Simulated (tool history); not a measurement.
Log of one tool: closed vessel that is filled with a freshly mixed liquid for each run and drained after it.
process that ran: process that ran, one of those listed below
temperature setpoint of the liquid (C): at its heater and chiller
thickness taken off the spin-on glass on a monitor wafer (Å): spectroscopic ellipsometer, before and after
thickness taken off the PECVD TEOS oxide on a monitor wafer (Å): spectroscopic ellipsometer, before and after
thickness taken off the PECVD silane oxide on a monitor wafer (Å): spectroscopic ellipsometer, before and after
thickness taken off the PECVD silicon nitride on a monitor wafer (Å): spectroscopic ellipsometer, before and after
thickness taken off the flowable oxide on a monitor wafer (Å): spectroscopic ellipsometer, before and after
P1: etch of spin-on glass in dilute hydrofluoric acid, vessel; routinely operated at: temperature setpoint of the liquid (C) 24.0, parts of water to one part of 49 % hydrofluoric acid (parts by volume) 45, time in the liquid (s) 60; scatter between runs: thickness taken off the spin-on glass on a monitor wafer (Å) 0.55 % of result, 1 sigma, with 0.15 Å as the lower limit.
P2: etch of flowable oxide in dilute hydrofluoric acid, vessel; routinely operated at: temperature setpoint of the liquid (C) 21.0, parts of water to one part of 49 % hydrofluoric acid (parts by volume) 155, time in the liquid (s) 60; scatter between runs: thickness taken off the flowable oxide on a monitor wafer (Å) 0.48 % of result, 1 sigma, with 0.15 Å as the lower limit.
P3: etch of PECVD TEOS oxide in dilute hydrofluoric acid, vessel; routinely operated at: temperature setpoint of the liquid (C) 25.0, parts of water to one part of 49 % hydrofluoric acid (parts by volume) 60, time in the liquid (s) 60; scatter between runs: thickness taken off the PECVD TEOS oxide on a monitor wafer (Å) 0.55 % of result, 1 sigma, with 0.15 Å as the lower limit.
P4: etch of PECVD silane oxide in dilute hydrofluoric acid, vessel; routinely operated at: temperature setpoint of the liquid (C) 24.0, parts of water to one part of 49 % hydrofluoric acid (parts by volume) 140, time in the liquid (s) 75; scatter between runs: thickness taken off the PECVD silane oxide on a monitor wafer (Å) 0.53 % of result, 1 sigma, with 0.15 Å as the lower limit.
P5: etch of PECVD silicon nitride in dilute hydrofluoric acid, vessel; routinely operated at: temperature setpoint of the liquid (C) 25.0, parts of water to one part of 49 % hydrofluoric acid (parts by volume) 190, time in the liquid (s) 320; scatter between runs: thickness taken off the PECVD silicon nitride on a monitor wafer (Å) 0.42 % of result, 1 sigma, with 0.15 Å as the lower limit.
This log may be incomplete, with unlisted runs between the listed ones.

| run | hour | process that ran | temperature setpoint of the liquid (C) | parts of water to one part of 49 % hydrofluoric acid (parts by volume) | time in the liquid (s) | thickness taken off the spin-on glass on a monitor wafer (Å) | thickness taken off the PECVD TEOS oxide on a monitor wafer (Å) | thickness taken off the PECVD silane oxide on a monitor wafer (Å) | thickness taken off the PECVD silicon nitride on a monitor wafer (Å) | thickness taken off the flowable oxide on a monitor wafer (Å) |
|---|---|---|---|---|---|---|---|---|---|---|
| 1 | 3.3 | P1 | 24.0 | 45 | 60 | 436.39 |  |  |  |  |
| 2 | 6.2 | P3 | 31.5 | 60 | 60 |  | 240.090 |  |  |  |
| 3 | 9.7 | P1 | 24.0 | 45 | 60 | 432.66 |  |  |  |  |
| 4 | 13.4 | P1 | 24.0 | 45 | 60 | 431.61 |  |  |  |  |
| 5 | 18.8 | P4 | 24.0 | 140 | 115 |  |  | 136.070 |  |  |
| 6 | 21.7 | P5 | 25.0 | 335 | 320 |  |  |  | 49.032 |  |
| 7 | 25.1 | P3 | 25.0 | 60 | 30 |  | 92.554 |  |  |  |
| 8 | 29.9 | P2 | 21.0 | 155 | 60 |  |  |  |  | 171.820 |
| 9 | 34.5 | P1 | 17.0 | 20 | 60 | 748.36 |  |  |  |  |
| 10 | 37.5 | P1 | 24.0 | 45 | 60 | 432.76 |  |  |  |  |
| 11 | 40.6 | P4 | 24.0 | 140 | 75 |  |  | 87.968 |  |  |
| 12 | 44.8 | P3 | 25.0 | 60 | 60 |  | 185.010 |  |  |  |
| 13 | 47.5 | P5 | 25.0 | 190 | 45 |  |  |  | 12.154 |  |
| 14 | 52.1 | P5 | 18.0 | 190 | 320 |  |  |  | 54.983 |  |
| 15 | 56.9 | P1 | 24.0 | 20 | 60 | 998.23 |  |  |  |  |
| 16 | 59.4 | P4 | 17.0 | 140 | 75 |  |  | 66.743 |  |  |
| 17 | 62.2 | P1 | 24.0 | 45 | 60 | 434.58 |  |  |  |  |
| 18 | 66.1 | P1 | 28.0 | 45 | 60 | 512.23 |  |  |  |  |
| 19 | 68.5 | P5 | 25.0 | 190 | 320 |  |  |  | 86.850 |  |
| 20 | 72.8 | P2 | 21.0 | 55 | 60 |  |  |  |  | 544.730 |
| 21 | 76.0 | P3 | 25.0 | 95 | 60 |  | 111.890 |  |  |  |
| 22 | 78.9 | P1 | 24.0 | 45 | 110 | 793.93 |  |  |  |  |
| 23 | 81.5 | P4 | 24.0 | 30 | 75 |  |  | 469.030 |  |  |
| 24 | 85.0 | P1 | 24.0 | 65 | 60 | 290.67 |  |  |  |  |
| 25 | 90.1 | P1 | 17.0 | 45 | 60 | 321.03 |  |  |  |  |
| 26 | 93.9 | P2 | 17.0 | 155 | 60 |  |  |  |  | 147.450 |
| 27 | 98.3 | P1 | 24.0 | 45 | 60 | 427.22 |  |  |  |  |
| 28 | 101.3 | P2 | 21.0 | 155 | 60 |  |  |  |  | 172.400 |
| 29 | 104.9 | P1 | 24.0 | 45 | 30 | 217.66 |  |  |  |  |
| 30 | 109.9 | P1 | 24.0 | 45 | 60 | 438.73 |  |  |  |  |
| 31 | 114.7 | P2 | 21.0 | 155 | 30 |  |  |  |  | 85.622 |
| 32 | 119.8 | P1 | 24.0 | 45 | 60 | 431.21 |  |  |  |  |
| 33 | 124.1 | P1 | 24.0 | 45 | 60 | 421.86 |  |  |  |  |
| 34 | 126.7 | P1 | 24.0 | 45 | 60 | 413.95 |  |  |  |  |
| 35 | 131.5 | P1 | 24.0 | 45 | 60 | 403.95 |  |  |  |  |
| 36 | 136.3 | P1 | 24.0 | 45 | 60 | 395.19 |  |  |  |  |
| 37 | 140.9 | P1 | 24.0 | 45 | 60 | 399.26 |  |  |  |  |
| 38 | 143.6 | P1 | 24.0 | 45 | 60 | 396.75 |  |  |  |  |
| 39 | 148.9 | P1 | 24.0 | 45 | 60 | 397.65 |  |  |  |  |
| 40 | 151.5 | P1 | 24.0 | 45 | 60 | 394.97 |  |  |  |  |
| 41 | 155.8 | P1 | 24.0 | 45 | 60 | 396.96 |  |  |  |  |

Compared with where it was, what P1 gives has crept away. Each cause listed below fits the log as well as the rest, at the size given for it:
A: hydrofluoric acid flow below the setpoint (%) = 8.04
B: liquid colder than its thermometer reads (K) = 2.14
At approximately hour 119.8, the process output began to creep.

Consider the 4 check runs below, whose results appear as question marks and each of which averages 2 wafers. Which one distinguishes the causes, in that each cause would give it a clearly different result?
| check 1 | 160.1 | P2 | 21.0 | 90 | 60 |  |  |  |  | ? |
| check 2 | 160.1 | P3 | 30.0 | 60 | 30 |  | ? |  |  |  |
| check 3 | 160.1 | P5 | 25.0 | 295 | 145 |  |  |  | ? |  |
| check 4 | 160.1 | P4 | 18.5 | 30 | 75 |  |  | ? |  |  |

Predicted outcomes, by check and by cause:
| check | result | if A | if B |
|---|---|---|---|
| check 1 | thickness taken off the flowable oxide on a monitor wafer (Å) | 290.130 | 291.410 |
| check 2 | thickness taken off the PECVD TEOS oxide on a monitor wafer (Å) | 103.450 | 104.270 |
| check 3 | thickness taken off the PECVD silicon nitride on a monitor wafer (Å) | 23.334 | 22.254 |
| check 4 | thickness taken off the PECVD silane oxide on a monitor wafer (Å) | 341.930 | 339.470 |
Distance between the nearest two causes, measured in the result of the check that separates them most: check 1 0.44 %; check 2 0.79 %; check 3 4.74 %; check 4 0.72 %
Check 3 tells the causes apart: in the others they would give nearly the same result.

The results of check 3 are: thickness taken off the PECVD silicon nitride on a monitor wafer (Å) 22.149. Based on these, which of the listed causes is it?

B is the cause: liquid colder than its thermometer reads (K).
